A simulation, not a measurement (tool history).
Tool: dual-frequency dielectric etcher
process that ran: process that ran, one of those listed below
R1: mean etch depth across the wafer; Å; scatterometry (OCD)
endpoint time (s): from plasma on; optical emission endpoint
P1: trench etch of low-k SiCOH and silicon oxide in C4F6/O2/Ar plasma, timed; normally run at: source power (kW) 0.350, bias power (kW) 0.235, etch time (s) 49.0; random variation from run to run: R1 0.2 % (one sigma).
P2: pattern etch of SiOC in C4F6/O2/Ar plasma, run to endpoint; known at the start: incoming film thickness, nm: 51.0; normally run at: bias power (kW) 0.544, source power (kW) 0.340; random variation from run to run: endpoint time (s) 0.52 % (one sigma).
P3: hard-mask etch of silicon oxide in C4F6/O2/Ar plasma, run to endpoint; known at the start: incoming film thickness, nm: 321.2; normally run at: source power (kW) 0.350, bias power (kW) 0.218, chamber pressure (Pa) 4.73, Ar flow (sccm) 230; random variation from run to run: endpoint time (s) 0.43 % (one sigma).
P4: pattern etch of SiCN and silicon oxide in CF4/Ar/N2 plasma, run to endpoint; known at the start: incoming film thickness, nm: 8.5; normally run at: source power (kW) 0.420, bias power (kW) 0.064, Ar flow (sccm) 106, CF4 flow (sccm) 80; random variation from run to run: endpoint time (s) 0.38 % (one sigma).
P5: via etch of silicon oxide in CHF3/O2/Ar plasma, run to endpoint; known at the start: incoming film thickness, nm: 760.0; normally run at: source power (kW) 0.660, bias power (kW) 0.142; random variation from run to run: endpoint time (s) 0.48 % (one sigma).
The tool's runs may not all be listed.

Run 1, day 0.183: process that ran P1, source power (kW) 0.350, bias power (kW) 0.235, etch time (s) 49.0. Result: R1 1649.10 Å.
Run 2, day 0.375: process that ran P3, source power (kW) 0.480, bias power (kW) 0.218, chamber pressure (Pa) 4.73, Ar flow (sccm) 230. Result: endpoint time (s) 88.791.
Run 3, day 0.504: process that ran P5, source power (kW) 0.660, bias power (kW) 0.180. Result: endpoint time (s) 358.830.
Run 4, day 0.646: process that ran P4, source power (kW) 0.420, bias power (kW) 0.043, Ar flow (sccm) 106, CF4 flow (sccm) 80. Result: endpoint time (s) 12.112.
Run 5, day 0.767: process that ran P1, source power (kW) 0.350, bias power (kW) 0.235, etch time (s) 49.0. Result: R1 1656.70 Å.
Run 6, day 0.908: process that ran P4, source power (kW) 0.420, bias power (kW) 0.064, Ar flow (sccm) 139, CF4 flow (sccm) 80. Result: endpoint time (s) 11.174.
Run 7, day 1.071: process that ran P1, source power (kW) 0.260, bias power (kW) 0.235, etch time (s) 49.0. Result: R1 1477.40 Å.
Run 8, day 1.208: process that ran P3, source power (kW) 0.350, bias power (kW) 0.218, chamber pressure (Pa) 4.73, Ar flow (sccm) 230. Result: endpoint time (s) 100.260.
Run 9, day 1.354: process that ran P2, source power (kW) 0.210, bias power (kW) 0.544. Result: endpoint time (s) 21.153.
Run 10, day 1.483: process that ran P5, source power (kW) 0.540, bias power (kW) 0.142. Result: endpoint time (s) 418.960.
Run 11, day 1.612: process that ran P2, source power (kW) 0.340, bias power (kW) 0.544. Result: endpoint time (s) 17.799.
Run 12, day 1.775: process that ran P1, source power (kW) 0.460, bias power (kW) 0.235, etch time (s) 49.0. Result: R1 1836.30 Å.
Run 13, day 1.967: process that ran P1, source power (kW) 0.350, bias power (kW) 0.235, etch time (s) 69.5. Result: R1 2344.80 Å.
Run 14, day 2.092: process that ran P1, source power (kW) 0.350, bias power (kW) 0.235, etch time (s) 27.5. Result: R1 926.31 Å.
Run 15, day 2.188: process that ran P4, source power (kW) 0.420, bias power (kW) 0.064, Ar flow (sccm) 106, CF4 flow (sccm) 80. Result: endpoint time (s) 10.720.
Run 16, day 2.321: process that ran P2, source power (kW) 0.340, bias power (kW) 0.346. Result: endpoint time (s) 21.047.
Run 17, day 2.462: process that ran P1, source power (kW) 0.350, bias power (kW) 0.235, etch time (s) 49.0. Result: R1 1655.80 Å.
Run 18, day 2.596: process that ran P4, source power (kW) 0.320, bias power (kW) 0.064, Ar flow (sccm) 106, CF4 flow (sccm) 80. Result: endpoint time (s) 13.574.
Run 19, day 2.688: process that ran P3, source power (kW) 0.350, bias power (kW) 0.218, chamber pressure (Pa) 4.73, Ar flow (sccm) 165. Result: endpoint time (s) 96.025.
Run 20, day 2.854: process that ran P5, source power (kW) 0.660, bias power (kW) 0.142. Result: endpoint time (s) 392.480.
Run 21, day 2.975: process that ran P1, source power (kW) 0.350, bias power (kW) 0.167, etch time (s) 49.0. Result: R1 1486.50 Å.
Run 22, day 3.121: process that ran P4, source power (kW) 0.420, bias power (kW) 0.064, Ar flow (sccm) 106, CF4 flow (sccm) 80. Result: endpoint time (s) 10.689.
Run 23, day 3.279: process that ran P3, source power (kW) 0.350, bias power (kW) 0.218, chamber pressure (Pa) 6.27, Ar flow (sccm) 230. Result: endpoint time (s) 102.840.
Run 24, day 3.367: process that ran P4, source power (kW) 0.420, bias power (kW) 0.064, Ar flow (sccm) 106, CF4 flow (sccm) 96. Result: endpoint time (s) 10.373.
Run 25, day 3.496: process that ran P3, source power (kW) 0.350, bias power (kW) 0.304, chamber pressure (Pa) 4.73, Ar flow (sccm) 230. Result: endpoint time (s) 89.612.
Run 26, day 3.633: process that ran P1, source power (kW) 0.350, bias power (kW) 0.290, etch time (s) 30.0. Result: R1 1083.00 Å.
Run 27, day 3.767: process that ran P1, source power (kW) 0.350, bias power (kW) 0.286, etch time (s) 49.0. Result: R1 1769.90 Å.
Run 28, day 3.925: process that ran P1, source power (kW) 0.350, bias power (kW) 0.235, etch time (s) 49.0. Result: R1 1655.10 Å.
Run 29, day 4.038: process that ran P1, source power (kW) 0.290, bias power (kW) 0.235, etch time (s) 32.0. Result: R1 1004.10 Å.
Run 30, day 4.125: process that ran P1, source power (kW) 0.350, bias power (kW) 0.235, etch time (s) 49.0. Result: R1 1658.20 Å.
Run 31, day 4.246: process that ran P1, source power (kW) 0.350, bias power (kW) 0.235, etch time (s) 49.0. Result: R1 1670.50 Å.
Run 32, day 4.400: process that ran P1, source power (kW) 0.350, bias power (kW) 0.235, etch time (s) 49.0. Result: R1 1672.00 Å.
At day 4.475: wet clean of the chamber.
Run 33, day 4.546: process that ran P1, source power (kW) 0.350, bias power (kW) 0.235, etch time (s) 49.0. Result: R1 1670.50 Å.
Run 34, day 4.633: process that ran P1, source power (kW) 0.350, bias power (kW) 0.235, etch time (s) 49.0. Result: R1 1676.20 Å.
Run 35, day 4.792: process that ran P1, source power (kW) 0.350, bias power (kW) 0.235, etch time (s) 49.0. Result: R1 1680.80 Å.
Run 36, day 4.921: process that ran P1, source power (kW) 0.350, bias power (kW) 0.235, etch time (s) 49.0. Result: R1 1680.00 Å.
Run 37, day 5.071: process that ran P1, source power (kW) 0.350, bias power (kW) 0.235, etch time (s) 49.0. Result: R1 1680.90 Å.

What P1 gives has crept away from where it was. These 2 causes fit the log equally well, each at the size given:
A: source power that arrives over what is set, % = 4.06
B: bias power that arrives over what is set, % = 4.6
The creep began at about day 4.125.
Why every other cause is out:
chamber walls in a state that raises the etch rate, %: serviced at day 4.475, which brought nothing back

4 check runs are offered, each on 2 wafers whose results are averaged, their results left as question marks. Which one tells the causes apart?
Run check 1, day 5.221: process that ran P4, source power (kW) 0.420, bias power (kW) 0.064, Ar flow (sccm) 123, CF4 flow (sccm) 80. Result: endpoint time (s) ?.
Run check 2, day 5.221: process that ran P2, source power (kW) 0.340, bias power (kW) 0.348. Result: endpoint time (s) ?.
Run check 3, day 5.221: process that ran P5, source power (kW) 0.660, bias power (kW) 0.178. Result: endpoint time (s) ?.
Run check 4, day 5.221: process that ran P3, source power (kW) 0.350, bias power (kW) 0.288, chamber pressure (Pa) 4.73, Ar flow (sccm) 230. Result: endpoint time (s) ?.

What each check would give under each cause:
  check             result     if A     if B
check 1  endpoint time (s)   10.532   10.745
check 2  endpoint time (s)   20.662   20.638
check 3  endpoint time (s)  355.930  356.010
check 4  endpoint time (s)   89.628   89.565
How far apart the two closest causes lie, in the result that separates them most: check 1 2.01 %; check 2 0.12 %; check 3 0.02 %; check 4 0.07 %
Check 1 tells the causes apart: in the others they would give nearly the same result.

Check 1 was then run and gave: endpoint time (s) 10.556. Which cause is it?

It is A: source power that arrives over what is set, %.

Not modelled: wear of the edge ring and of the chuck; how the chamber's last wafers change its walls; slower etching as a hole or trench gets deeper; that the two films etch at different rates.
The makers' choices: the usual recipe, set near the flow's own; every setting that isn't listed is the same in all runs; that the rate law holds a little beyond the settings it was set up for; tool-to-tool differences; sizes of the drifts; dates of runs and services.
